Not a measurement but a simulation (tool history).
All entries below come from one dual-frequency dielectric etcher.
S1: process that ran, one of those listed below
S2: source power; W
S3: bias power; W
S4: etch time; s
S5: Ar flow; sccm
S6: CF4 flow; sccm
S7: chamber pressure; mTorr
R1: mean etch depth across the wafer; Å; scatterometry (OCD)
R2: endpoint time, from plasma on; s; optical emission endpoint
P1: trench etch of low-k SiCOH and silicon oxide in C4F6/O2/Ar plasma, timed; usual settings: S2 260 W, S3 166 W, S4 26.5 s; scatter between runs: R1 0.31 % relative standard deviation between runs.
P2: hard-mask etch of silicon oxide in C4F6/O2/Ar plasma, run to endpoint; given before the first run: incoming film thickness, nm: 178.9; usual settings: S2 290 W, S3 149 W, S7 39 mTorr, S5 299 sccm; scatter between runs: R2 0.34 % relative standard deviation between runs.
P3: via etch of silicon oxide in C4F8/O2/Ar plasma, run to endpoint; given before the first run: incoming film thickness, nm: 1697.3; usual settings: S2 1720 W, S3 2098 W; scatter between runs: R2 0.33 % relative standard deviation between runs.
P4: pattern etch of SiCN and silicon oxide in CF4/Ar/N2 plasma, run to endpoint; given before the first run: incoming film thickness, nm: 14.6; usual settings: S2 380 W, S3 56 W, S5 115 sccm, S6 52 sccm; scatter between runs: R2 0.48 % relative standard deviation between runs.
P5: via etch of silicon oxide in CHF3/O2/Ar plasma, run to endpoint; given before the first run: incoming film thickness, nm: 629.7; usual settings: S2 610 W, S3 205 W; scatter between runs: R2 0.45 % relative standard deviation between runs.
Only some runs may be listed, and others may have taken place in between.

run 1 hour=15.4 | S1=P1 S2=260 S3=166 S4=26.5 | R1=684.87
run 2 hour=22.8 | S1=P3 S2=2380 S3=2098 | R2=317.450
run 3 hour=33.5 | S1=P3 S2=1720 S3=2098 | R2=360.350
run 4 hour=41.6 | S1=P5 S2=820 S3=205 | R2=268.970
run 5 hour=49.4 | S1=P3 S2=1720 S3=2098 | R2=360.680
run 6 hour=60.1 | S1=P1 S2=260 S3=166 S4=38.0 | R1=973.81
run 7 hour=74.9 | S1=P4 S2=380 S3=56 S5=115 S6=72 | R2=21.773
run 8 hour=82.1 | S1=P4 S2=380 S3=56 S5=76 S6=52 | R2=21.445
run 9 hour=95.0 | S1=P5 S2=610 S3=127 | R2=353.060
run 10 hour=105.0 | S1=P5 S2=610 S3=205 | R2=301.790
run 11 hour=116.6 | S1=P1 S2=260 S3=231 S4=34.5 | R1=991.51
run 12 hour=132.5 | S1=P1 S2=260 S3=193 S4=37.0 | R1=990.91
run 13 hour=147.5 | S1=P1 S2=260 S3=224 S4=26.5 | R1=748.13
run 14 hour=156.5 | S1=P2 S2=290 S3=149 S5=299 S7=39 | R2=70.398
run 15 hour=172.4 | S1=P5 S2=610 S3=205 | R2=302.280
run 16 hour=184.4 | S1=P1 S2=260 S3=100 S4=26.5 | R1=583.58
-- hour=193.8 wet clean of the chamber
run 17 hour=194.7 | S1=P4 S2=220 S3=56 S5=115 S6=52 | R2=36.834
run 18 hour=210.4 | S1=P1 S2=260 S3=166 S4=26.5 | R1=679.36
run 19 hour=222.3 | S1=P2 S2=290 S3=149 S5=205 S7=39 | R2=67.716
run 20 hour=235.8 | S1=P1 S2=260 S3=166 S4=26.5 | R1=682.80
run 21 hour=246.9 | S1=P4 S2=380 S3=56 S5=115 S6=52 | R2=22.924
run 22 hour=254.3 | S1=P1 S2=200 S3=106 S4=26.5 | R1=534.25
run 23 hour=262.8 | S1=P4 S2=380 S3=33 S5=115 S6=52 | R2=27.558
run 24 hour=271.7 | S1=P2 S2=210 S3=149 S5=299 S7=39 | R2=79.902
run 25 hour=280.8 | S1=P1 S2=260 S3=166 S4=26.5 | R1=678.54
run 26 hour=291.6 | S1=P1 S2=320 S3=166 S4=26.5 | R1=738.84
run 27 hour=304.4 | S1=P1 S2=260 S3=166 S4=26.5 | R1=680.58
run 28 hour=317.1 | S1=P3 S2=1720 S3=1656 | R2=386.760
-- hour=318.6 bias power generator calibrated
run 29 hour=332.8 | S1=P1 S2=260 S3=166 S4=14.5 | R1=370.61
run 30 hour=345.5 | S1=P2 S2=290 S3=149 S5=299 S7=39 | R2=70.563
run 31 hour=357.3 | S1=P2 S2=290 S3=210 S5=299 S7=39 | R2=63.342
run 32 hour=367.7 | S1=P1 S2=260 S3=166 S4=26.5 | R1=679.89
run 33 hour=376.1 | S1=P2 S2=290 S3=149 S5=299 S7=47 | R2=72.356
run 34 hour=384.3 | S1=P1 S2=180 S3=166 S4=26.5 | R1=591.83
run 35 hour=393.1 | S1=P1 S2=260 S3=166 S4=26.5 | R1=680.90
run 36 hour=402.1 | S1=P1 S2=260 S3=166 S4=26.5 | R1=681.35
run 37 hour=411.4 | S1=P1 S2=260 S3=166 S4=26.5 | R1=672.59
run 38 hour=424.8 | S1=P1 S2=260 S3=166 S4=26.5 | R1=674.08
run 39 hour=432.4 | S1=P1 S2=260 S3=166 S4=26.5 | R1=667.49
-- hour=434.8 wet clean of the chamber
run 40 hour=444.2 | S1=P1 S2=260 S3=166 S4=26.5 | R1=671.76
run 41 hour=459.7 | S1=P1 S2=260 S3=166 S4=26.5 | R1=674.31
run 42 hour=471.5 | S1=P1 S2=260 S3=166 S4=26.5 | R1=668.68
run 43 hour=481.5 | S1=P1 S2=260 S3=166 S4=26.5 | R1=671.08
run 44 hour=492.0 | S1=P1 S2=260 S3=166 S4=26.5 | R1=671.19

P1 no longer gives what it gave before; its output has crept away from where it was. The following 2 causes, each at its listed size, fit the log equally well:
A: source power that arrives under what is set, % = 3.95
B: bias power that arrives under what is set, % = 4.78
The onset of the drift is placed at about hour 393.1.
The rest of the possible causes, and what rules out each one:
chamber walls in a state that lowers the etch rate, %: serviced after onset, at hour 434.8, with no recovery of the prior output

Which of the check runs below tells the causes apart, meaning the causes would give it clearly different results? Each run uses 3 wafers whose results are averaged, and each result is shown as a question mark.
run check 1 hour=502.5 | S1=P4 S2=380 S3=34 S5=115 S6=52 | R2=?
run check 2 hour=502.5 | S1=P3 S2=2140 S3=1716 | R2=?
run check 3 hour=502.5 | S1=P5 S2=750 S3=165 | R2=?
run check 4 hour=502.5 | S1=P2 S2=240 S3=204 S5=299 S7=39 | R2=?

Predicted outcomes, by check and by cause:
check=check_1 result=R2 if_A=28.120 if_B=27.536
check=check_2 result=R2 if_A=355.430 if_B=354.400
check=check_3 result=R2 if_A=303.350 if_B=303.430
check=check_4 result=R2 if_A=69.768 if_B=69.836
Per-check spread between the two closest causes, in the result where they differ most: check 1 2.1 %; check 2 0.29 %; check 3 0.03 %; check 4 0.1 %
Only check 1 tells the causes apart: in the others they would give nearly the same result.

After running check 1, the following was obtained: R2 28.204 s. Which cause does this point to?

Of the candidate causes, it is A: source power that arrives under what is set, %.
